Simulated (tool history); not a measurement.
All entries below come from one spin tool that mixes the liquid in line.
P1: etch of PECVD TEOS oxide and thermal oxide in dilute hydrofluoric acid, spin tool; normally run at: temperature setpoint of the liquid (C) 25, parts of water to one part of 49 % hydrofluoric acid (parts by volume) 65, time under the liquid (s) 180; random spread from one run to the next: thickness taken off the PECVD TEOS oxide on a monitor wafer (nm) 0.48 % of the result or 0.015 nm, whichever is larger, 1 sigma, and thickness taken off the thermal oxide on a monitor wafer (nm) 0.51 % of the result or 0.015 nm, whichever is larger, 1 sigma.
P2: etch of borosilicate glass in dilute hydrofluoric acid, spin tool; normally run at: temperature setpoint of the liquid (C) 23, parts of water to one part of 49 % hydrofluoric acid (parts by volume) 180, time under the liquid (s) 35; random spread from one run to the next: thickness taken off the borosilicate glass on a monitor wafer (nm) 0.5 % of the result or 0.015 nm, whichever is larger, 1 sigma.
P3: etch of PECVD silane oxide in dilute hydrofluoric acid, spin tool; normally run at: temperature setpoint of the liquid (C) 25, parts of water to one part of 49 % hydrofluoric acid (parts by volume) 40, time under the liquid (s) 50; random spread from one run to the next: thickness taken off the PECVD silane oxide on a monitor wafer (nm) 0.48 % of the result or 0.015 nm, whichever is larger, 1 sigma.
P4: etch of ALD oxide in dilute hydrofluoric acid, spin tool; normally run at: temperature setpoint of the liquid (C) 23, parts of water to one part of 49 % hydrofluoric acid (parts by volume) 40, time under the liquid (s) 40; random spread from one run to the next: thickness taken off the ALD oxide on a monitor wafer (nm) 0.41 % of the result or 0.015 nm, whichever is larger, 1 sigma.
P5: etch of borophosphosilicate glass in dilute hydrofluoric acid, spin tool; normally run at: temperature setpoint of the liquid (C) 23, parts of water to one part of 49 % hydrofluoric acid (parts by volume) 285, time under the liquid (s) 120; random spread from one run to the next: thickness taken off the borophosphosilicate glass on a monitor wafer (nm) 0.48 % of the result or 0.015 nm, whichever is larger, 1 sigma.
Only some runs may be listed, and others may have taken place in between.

run   hour  process that ran  temperature setpoint of the liquid (C)  parts of water to one part of 49 % hydrofluoric acid (parts by volume)  time under the liquid (s)  hours since the thermometer was replaced  hours since the hydrofluoric acid flow meter was replaced  thickness taken off the PECVD TEOS oxide on a monitor wafer (nm)  thickness taken off the thermal oxide on a monitor wafer (nm)  thickness taken off the ALD oxide on a monitor wafer (nm)  thickness taken off the borophosphosilicate glass on a monitor wafer (nm)  thickness taken off the PECVD silane oxide on a monitor wafer (nm)  thickness taken off the borosilicate glass on a monitor wafer (nm)
  1    6.5                P1                                      25                                                                      65                        180                                     558.4                                                       1095                                                            47.915                                                          14.49
  2   11.7                P4                                      23                                                                      20                         40                                     563.6                                                     1100.2                                                                                                                                                                                      37.695
  3   16.4                P5                                      23                                                                     505                        120                                     568.3                                                     1104.9                                                                                                                                                                                                                                                                 5.8703
  4   20.1                P1                                      20                                                                      20                        180                                       572                                                     1108.6                                                            133.28                                                         40.552
  5   25.6                P1                                      25                                                                      65                        180                                     577.5                                                     1114.1                                                            47.345                                                         14.597
  6   32.2                P3                                      18                                                                      40                         50                                     584.1                                                     1120.7                                                                                                                                                                                                                                                                                                                                     31.353
  7   36.7                P4                                      23                                                                      40                         40                                     588.6                                                     1125.2                                                                                                                                                                                      18.198
  8   41.2                P3                                      25                                                                      40                         50                                     593.1                                                     1129.7                                                                                                                                                                                                                                                                                                                                      42.39
  9     46                P3                                      25                                                                      40                         15                                     597.9                                                     1134.5                                                                                                                                                                                                                                                                                                                                     12.691
 10   50.5                P1                                      25                                                                      65                        180                                     602.4                                                       1139                                                            47.078                                                         14.599
 11     57                P3                                      25                                                                      40                         50                                     608.9                                                     1145.5                                                                                                                                                                                                                                                                                                                                      42.37
 12   60.3                P1                                      19                                                                      65                        180                                     612.2                                                     1148.8                                                            36.979                                                         11.411
 13   66.1                P2                                      23                                                                      30                         35                                       618                                                     1154.6                                                                                                                                                                                                                                                                                                                                                                                                         32.285
 14   69.7                P5                                      23                                                                     285                        120                                     621.6                                                     1158.2                                                                                                                                                                                                                                                                 12.496
 15   73.2                P5                                    30.5                                                                     285                        120                                     625.1                                                     1161.7                                                                                                                                                                                                                                                                 16.299
 16   77.8                P3                                      25                                                                      20                         50                                     629.7                                                     1166.3                                                                                                                                                                                                                                                                                                                                     86.951
 17   82.3                P5                                      23                                                                     285                        120                                     634.2                                                     1170.8                                                                                                                                                                                                                                                                 12.423
 18   85.9                P1                                      25                                                                      65                        265                                     637.8                                                     1174.4                                                             70.03                                                         21.462
 19   91.1                P4                                    18.5                                                                      40                         40                                       643                                                     1179.6                                                                                                                                                                                      15.335
 20   97.7                P1                                      25                                                                      30                        180                                     649.6                                                     1186.2                                                            107.62                                                          32.84
 21  103.3                P2                                      17                                                                     180                         35                                     655.2                                                     1191.8                                                                                                                                                                                                                                                                                                                                                                                                          3.539
 22  109.7                P1                                      25                                                                      65                        180                                     661.6                                                     1198.2                                                            47.435                                                         14.563
 23  114.9                P1                                      25                                                                      65                         45                                     666.8                                                     1203.4                                                            11.883                                                          3.625
 24  119.7                P2                                      23                                                                     180                         35                                     671.6                                                     1208.2                                                                                                                                                                                                                                                                                                                                                                                                         4.4774
 25  123.1                P2                                      23                                                                     180                         65                                       675                                                     1211.6                                                                                                                                                                                                                                                                                                                                                                                                         8.3309
 26  126.3                P1                                      25                                                                      65                        180                                     678.2                                                     1214.8                                                            47.367                                                         14.531
 27  130.8                P1                                      32                                                                      65                        180                                     682.7                                                     1219.3                                                            62.224                                                         19.074
 28    138                P1                                      25                                                                     115                        180                                     689.9                                                     1226.5                                                            25.052                                                         7.7307
 29  143.4                P4                                      23                                                                      40                         15                                     695.3                                                     1231.9                                                                                                                                                                                      6.9183
 30  148.9                P1                                      25                                                                      65                        180                                     700.8                                                     1237.4                                                            47.305                                                         14.583
 31  154.4                P5                                      23                                                                     285                        190                                     706.3                                                     1242.9                                                                                                                                                                                                                                                                 19.845
 32    158                P1                                      25                                                                      65                        180                                     709.9                                                     1246.5                                                            47.684                                                         14.536
 33  162.3                P1                                      25                                                                      65                        180                                     714.2                                                     1250.8                                                            46.257                                                         14.305
 34  167.5                P1                                      25                                                                      65                        180                                     719.4                                                       1256                                                            45.869                                                         14.145
 35  172.2                P1                                      25                                                                      65                        180                                     724.1                                                     1260.7                                                            45.048                                                         13.759
 36  178.2                P1                                      25                                                                      65                        180                                     730.1                                                     1266.7                                                            43.951                                                         13.752
 37  182.9                P1                                      25                                                                      65                        180                                     734.8                                                     1271.4                                                            44.232                                                         13.593
 38  186.2                P1                                      25                                                                      65                        180                                     738.1                                                     1274.7                                                            43.931                                                         13.605
 39  190.3                P1                                      25                                                                      65                        180                                     742.2                                                     1278.8                                                            43.719                                                         13.634
 40  195.2                P1                                      25                                                                      65                        180                                     747.1                                                     1283.7                                                            43.904                                                         13.527
 41  198.9                P1                                      25                                                                      65                        180                                     750.8                                                     1287.4                                                            43.838                                                         13.494
 42  206.1                P1                                      25                                                                      65                        180                                       758                                                     1294.6                                                            43.398                                                         13.497
 43  211.3                P1                                      25                                                                      65                        180                                     763.2                                                     1299.8                                                            43.957                                                         13.418

P1 no longer gives what it gave before; its output has crept away from where it was. The following 2 causes, each at its listed size, fit the log equally well:
A: hydrofluoric acid flow below the setpoint (%) = 7.06
B: liquid colder than its thermometer reads (K) = 1.96
The gradual shift began around hour 158.

Each of the 4 check runs below uses one wafer; its results are left as question marks. Which run tells the causes apart?
check 1  216.5                P4                                      23                                                                      20                         20                                                                                                                                                                                                                                                                                                ?
check 2  216.5                P5                                    28.5                                                                     500                        120                                                                                                                                                                                                                                                                                                                                                                           ?
check 3  216.5                P2                                      20                                                                     105                         35                                                                                                                                                                                                                                                                                                                                                                                                                                                                                                                   ?
check 4  216.5                P3                                      25                                                                      20                         50                                                                                                                                                                                                                                                                                                                                                                                                                                               ?

What each check would give under each cause:
  check                                                                     result    if A    if B
check 1                  thickness taken off the ALD oxide on a monitor wafer (nm)  17.512  17.361
check 2  thickness taken off the borophosphosilicate glass on a monitor wafer (nm)  6.2971  6.6112
check 3         thickness taken off the borosilicate glass on a monitor wafer (nm)    6.84  6.8474
check 4         thickness taken off the PECVD silane oxide on a monitor wafer (nm)  80.696  80.104
Per-check spread between the two closest causes, in the result where they differ most: check 1 0.87 %; check 2 4.87 %; check 3 0.11 %; check 4 0.74 %
The causes can be told apart only by check 2. The other checks would give nearly the same results under each of them.

Running check 2 produced the following: thickness taken off the borophosphosilicate glass on a monitor wafer (nm) 6.5819. Which one of the listed causes fits?

It was cause B: liquid colder than its thermometer reads (K).
